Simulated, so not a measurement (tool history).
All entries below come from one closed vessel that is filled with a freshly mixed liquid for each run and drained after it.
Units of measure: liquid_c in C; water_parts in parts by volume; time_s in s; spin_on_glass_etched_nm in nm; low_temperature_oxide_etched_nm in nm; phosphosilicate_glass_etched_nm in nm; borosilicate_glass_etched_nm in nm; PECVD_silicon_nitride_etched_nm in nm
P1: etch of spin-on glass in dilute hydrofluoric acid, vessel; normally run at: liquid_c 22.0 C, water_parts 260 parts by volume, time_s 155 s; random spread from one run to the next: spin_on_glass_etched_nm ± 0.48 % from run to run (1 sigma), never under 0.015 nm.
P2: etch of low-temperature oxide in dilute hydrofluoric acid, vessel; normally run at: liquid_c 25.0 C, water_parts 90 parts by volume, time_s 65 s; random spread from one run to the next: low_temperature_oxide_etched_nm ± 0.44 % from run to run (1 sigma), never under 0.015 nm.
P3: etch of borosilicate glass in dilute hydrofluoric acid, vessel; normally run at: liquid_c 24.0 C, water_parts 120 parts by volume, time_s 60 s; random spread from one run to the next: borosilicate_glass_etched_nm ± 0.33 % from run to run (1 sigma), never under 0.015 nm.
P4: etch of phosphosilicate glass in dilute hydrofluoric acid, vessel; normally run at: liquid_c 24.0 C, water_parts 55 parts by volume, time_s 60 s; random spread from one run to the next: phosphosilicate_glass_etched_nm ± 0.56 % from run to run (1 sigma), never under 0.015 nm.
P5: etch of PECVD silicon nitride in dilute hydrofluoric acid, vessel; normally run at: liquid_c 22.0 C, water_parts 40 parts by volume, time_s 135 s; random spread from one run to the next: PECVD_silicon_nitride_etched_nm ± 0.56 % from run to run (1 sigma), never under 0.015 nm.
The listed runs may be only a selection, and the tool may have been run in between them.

run	hour	process	liquid_c	water_parts	time_s	hours since the thermometer was replaced	hours since the hydrofluoric acid flow meter was replaced	spin_on_glass_etched_nm	low_temperature_oxide_etched_nm	phosphosilicate_glass_etched_nm	borosilicate_glass_etched_nm	PECVD_silicon_nitride_etched_nm
1	4.1	P1	22.0	260	155	767.1	549.6	23.7590				
2	9.3	P2	25.0	90	65	772.3	554.8		12.7730			
3	17.9	P4	24.0	55	60	780.9	563.4			117.290		
4	25.2	P3	31.5	120	60	788.2	570.7				17.748	
5	29.6	P1	17.0	260	155	792.6	575.1	19.8610				
6	34.7	P2	20.0	90	65	797.7	580.2		10.4620			
7	40.0	P1	22.0	260	155	803.0	585.5	23.9390				
8	44.6	P1	17.5	115	155	807.6	590.1	52.7260				
9	51.7	P1	22.0	115	155	814.7	597.2	62.9460				
10	57.1	P2	25.0	90	115	820.1	602.6		22.6610			
11	61.8	P1	22.0	415	155	824.8	607.3	13.1030				
12	69.4	P3	24.0	120	60	832.4	614.9				13.396	
13	75.5	P3	24.0	30	60	838.5	621.0				60.438	
14	83.0	P5	29.0	40	135	846.0	628.5					26.1370
15	87.2	P1	22.0	260	155	850.2	632.7	23.8320				
16	92.9	P3	24.0	120	100	855.9	638.4				22.439	
17	99.3	P1	22.0	260	155	862.3	644.8	23.9170				
18	104.5	P3	24.0	120	60	867.5	650.0				13.331	
19	112.0	P4	29.5	55	60	875.0	657.5			147.180		
20	115.9	P2	25.0	160	65	878.9	661.4		6.6181			
21	123.3	P1	27.5	260	40	886.3	668.8	7.4851				
22	131.1	P1	22.0	260	155	894.1	676.6	23.7240				
23	139.4	P1	22.0	260	155	902.4	684.9	23.9470				
24	147.1	P1	28.0	260	155	910.1	692.6	29.6130				
25	152.4	P1	22.0	260	30	915.4	697.9	4.5928				
26	158.1	P1	22.0	260	155	921.1	703.6	23.8380				
27	165.6	P1	17.0	260	265	928.6	711.1	33.8940				
28	172.8	P5	22.0	70	135	935.8	718.3					9.5136
29	177.5	P5	22.0	40	200	940.5	723.0					24.0070
30	181.8	P4	24.0	100	60	944.8	727.3			61.314		
31	185.8	P5	22.0	40	135	948.8	731.3					16.4870
32	190.9	P4	24.0	55	30	953.9	736.4			59.226		
33	196.5	P1	22.0	260	255	959.5	742.0	39.7370				
34	203.4	P1	22.0	260	155	966.4	748.9	23.9310				
35	207.5	P1	22.0	260	155	970.5	753.0	23.5990				
36	214.4	P1	22.0	260	155	977.4	759.9	23.0750				

Expected results for the next run?
37	221.7	P1	22.0	260	155	984.7	767.2	?				

Run 37 came out at spin_on_glass_etched_nm 22.7860 nm.

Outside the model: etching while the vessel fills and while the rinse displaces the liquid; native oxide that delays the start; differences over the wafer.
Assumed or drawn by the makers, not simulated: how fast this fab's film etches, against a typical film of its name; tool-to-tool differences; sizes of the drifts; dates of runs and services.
